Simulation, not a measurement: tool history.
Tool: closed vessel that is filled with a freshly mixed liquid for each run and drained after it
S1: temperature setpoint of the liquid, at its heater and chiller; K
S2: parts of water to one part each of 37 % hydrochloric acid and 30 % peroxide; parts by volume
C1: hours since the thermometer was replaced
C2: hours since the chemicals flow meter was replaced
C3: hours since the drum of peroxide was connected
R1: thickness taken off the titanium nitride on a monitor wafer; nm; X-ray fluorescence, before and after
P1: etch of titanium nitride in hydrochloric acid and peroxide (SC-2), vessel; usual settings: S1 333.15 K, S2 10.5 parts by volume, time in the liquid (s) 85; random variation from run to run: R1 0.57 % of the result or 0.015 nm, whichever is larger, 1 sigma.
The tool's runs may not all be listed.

Run 1, hour 8.1: S1 333.15 K, S2 10.5 parts by volume, time in the liquid (s) 85; C1 887.9; C2 1149.4; C3 265.3. Result: R1 4.5287 nm.
Run 2, hour 18.9: S1 333.15 K, S2 4.0 parts by volume, time in the liquid (s) 85; C1 898.7; C2 1160.2; C3 276.1. Result: R1 9.3463 nm.
Run 3, hour 28.9: S1 333.15 K, S2 10.5 parts by volume, time in the liquid (s) 85; C1 908.7; C2 1170.2; C3 286.1. Result: R1 4.5209 nm.
Run 4, hour 34.5: S1 333.15 K, S2 10.5 parts by volume, time in the liquid (s) 130; C1 914.3; C2 1175.8; C3 291.7. Result: R1 6.8710 nm.
Run 5, hour 40.0: S1 333.15 K, S2 10.5 parts by volume, time in the liquid (s) 30; C1 919.8; C2 1181.3; C3 297.2. Result: R1 1.6197 nm.
Run 6, hour 46.6: S1 326.15 K, S2 10.5 parts by volume, time in the liquid (s) 30; C1 926.4; C2 1187.9; C3 303.8. Result: R1 1.0099 nm.
Run 7, hour 55.3: S1 333.15 K, S2 18.0 parts by volume, time in the liquid (s) 145; C1 935.1; C2 1196.6; C3 312.5. Result: R1 4.8392 nm.
Run 8, hour 60.8: S1 345.15 K, S2 10.5 parts by volume, time in the liquid (s) 85; C1 940.6; C2 1202.1; C3 318.0. Result: R1 9.3279 nm.
Run 9, hour 70.6: S1 333.15 K, S2 10.5 parts by volume, time in the liquid (s) 85; C1 950.4; C2 1211.9; C3 327.8. Result: R1 4.5040 nm.
Run 10, hour 77.9: S1 333.15 K, S2 10.5 parts by volume, time in the liquid (s) 85; C1 957.7; C2 1219.2; C3 335.1. Result: R1 4.5059 nm.
Run 11, hour 85.9: S1 333.15 K, S2 17.0 parts by volume, time in the liquid (s) 85; C1 965.7; C2 1227.2; C3 343.1. Result: R1 2.9786 nm.
Run 12, hour 92.5: S1 333.15 K, S2 10.5 parts by volume, time in the liquid (s) 85; C1 972.3; C2 1233.8; C3 349.7. Result: R1 4.5225 nm.
Run 13, hour 101.2: S1 319.65 K, S2 10.5 parts by volume, time in the liquid (s) 125; C1 981.0; C2 1242.5; C3 358.4. Result: R1 2.7037 nm.
Run 14, hour 108.9: S1 316.65 K, S2 10.5 parts by volume, time in the liquid (s) 85; C1 988.7; C2 1250.2; C3 366.1. Result: R1 1.5477 nm.
Run 15, hour 117.2: S1 333.15 K, S2 10.5 parts by volume, time in the liquid (s) 85; C1 997.0; C2 1258.5; C3 374.4. Result: R1 4.5427 nm.
Run 16, hour 128.7: S1 333.15 K, S2 10.5 parts by volume, time in the liquid (s) 85; C1 1008.5; C2 1270.0; C3 385.9. Result: R1 4.5558 nm.
Run 17, hour 135.1: S1 333.15 K, S2 10.5 parts by volume, time in the liquid (s) 85; C1 1014.9; C2 1276.4; C3 392.3. Result: R1 4.3728 nm.
Run 18, hour 140.3: S1 333.15 K, S2 10.5 parts by volume, time in the liquid (s) 85; C1 1020.1; C2 1281.6; C3 397.5. Result: R1 4.3186 nm.
Run 19, hour 148.7: S1 333.15 K, S2 10.5 parts by volume, time in the liquid (s) 85; C1 1028.5; C2 1290.0; C3 405.9. Result: R1 4.2018 nm.

Forecast run 20:
Run 20, hour 155.1: S1 333.15 K, S2 10.5 parts by volume, time in the liquid (s) 85; C1 1034.9; C2 1296.4; C3 412.3. Result: R1 ?.

{"run 20": {"R1": 4.2296}}
